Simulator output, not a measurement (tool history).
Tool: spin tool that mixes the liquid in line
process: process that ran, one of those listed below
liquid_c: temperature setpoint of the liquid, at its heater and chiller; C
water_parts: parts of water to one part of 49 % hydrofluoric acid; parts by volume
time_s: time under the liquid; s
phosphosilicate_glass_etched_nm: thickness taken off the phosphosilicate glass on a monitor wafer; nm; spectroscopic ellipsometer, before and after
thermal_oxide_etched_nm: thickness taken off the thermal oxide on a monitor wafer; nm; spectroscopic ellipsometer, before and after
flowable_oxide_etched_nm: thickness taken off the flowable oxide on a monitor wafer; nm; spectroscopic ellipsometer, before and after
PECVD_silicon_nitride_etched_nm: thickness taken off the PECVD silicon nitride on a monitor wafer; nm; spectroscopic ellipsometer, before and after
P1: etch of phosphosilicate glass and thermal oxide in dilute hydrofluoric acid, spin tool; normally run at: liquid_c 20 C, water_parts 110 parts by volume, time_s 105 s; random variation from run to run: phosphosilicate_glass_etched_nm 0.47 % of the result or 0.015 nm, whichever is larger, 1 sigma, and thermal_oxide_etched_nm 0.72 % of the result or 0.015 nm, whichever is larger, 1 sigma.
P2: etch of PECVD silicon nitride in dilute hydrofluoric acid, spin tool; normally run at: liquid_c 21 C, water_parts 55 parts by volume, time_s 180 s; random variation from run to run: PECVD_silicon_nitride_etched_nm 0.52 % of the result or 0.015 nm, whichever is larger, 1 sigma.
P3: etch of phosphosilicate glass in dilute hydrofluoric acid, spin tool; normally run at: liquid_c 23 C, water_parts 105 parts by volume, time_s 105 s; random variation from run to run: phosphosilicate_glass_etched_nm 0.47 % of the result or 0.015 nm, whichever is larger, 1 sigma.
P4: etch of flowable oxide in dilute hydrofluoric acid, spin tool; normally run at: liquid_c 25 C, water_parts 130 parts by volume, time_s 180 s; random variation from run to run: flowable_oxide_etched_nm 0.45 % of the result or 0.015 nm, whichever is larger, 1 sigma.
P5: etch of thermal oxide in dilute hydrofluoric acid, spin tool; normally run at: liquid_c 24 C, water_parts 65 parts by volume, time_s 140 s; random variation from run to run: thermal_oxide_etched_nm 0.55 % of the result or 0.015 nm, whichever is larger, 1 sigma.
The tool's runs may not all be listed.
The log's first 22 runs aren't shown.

run	hour	process	liquid_c	water_parts	time_s	hours since the thermometer was replaced	hours since the hydrofluoric acid flow meter was replaced	phosphosilicate_glass_etched_nm	thermal_oxide_etched_nm	flowable_oxide_etched_nm	PECVD_silicon_nitride_etched_nm
23	237.3	P1	20	110	105	108.5	432.9	51.759	3.7755		
24	247.3	P1	20	110	105	118.5	442.9	52.208	3.8215		
25	256.8	P1	20	110	105	128	452.4	52.286	3.8295		
26	270.9	P1	17	45	105	142.1	466.5	120.26	8.8817		
27	284.3	P1	20	110	155	155.5	479.9	76.999	5.6287		
28	293.1	P1	20	110	105	164.3	488.7	51.773	3.7921		
29	305	P1	20	110	105	176.2	500.6	50.177	3.6921		
30	318.8	P1	20	110	105	190	514.4	48.85	3.5421		
31	326.8	P1	20	110	105	198	522.4	48.293	3.5017		
32	340.5	P1	20	110	105	211.7	536.1	48.24	3.5617		
33	350	P1	20	110	105	221.2	545.6	47.439	3.4516		
34	359.2	P1	20	110	105	230.4	554.8	47.905	3.4876		
35	372.6	P1	20	110	105	243.8	568.2	47.815	3.4448		

Forecast run 36:
36	379	P1	20	110	105	250.2	574.6	?	?		

Run 36 gave phosphosilicate_glass_etched_nm 47.782 nm, thermal_oxide_etched_nm 3.5167 nm.
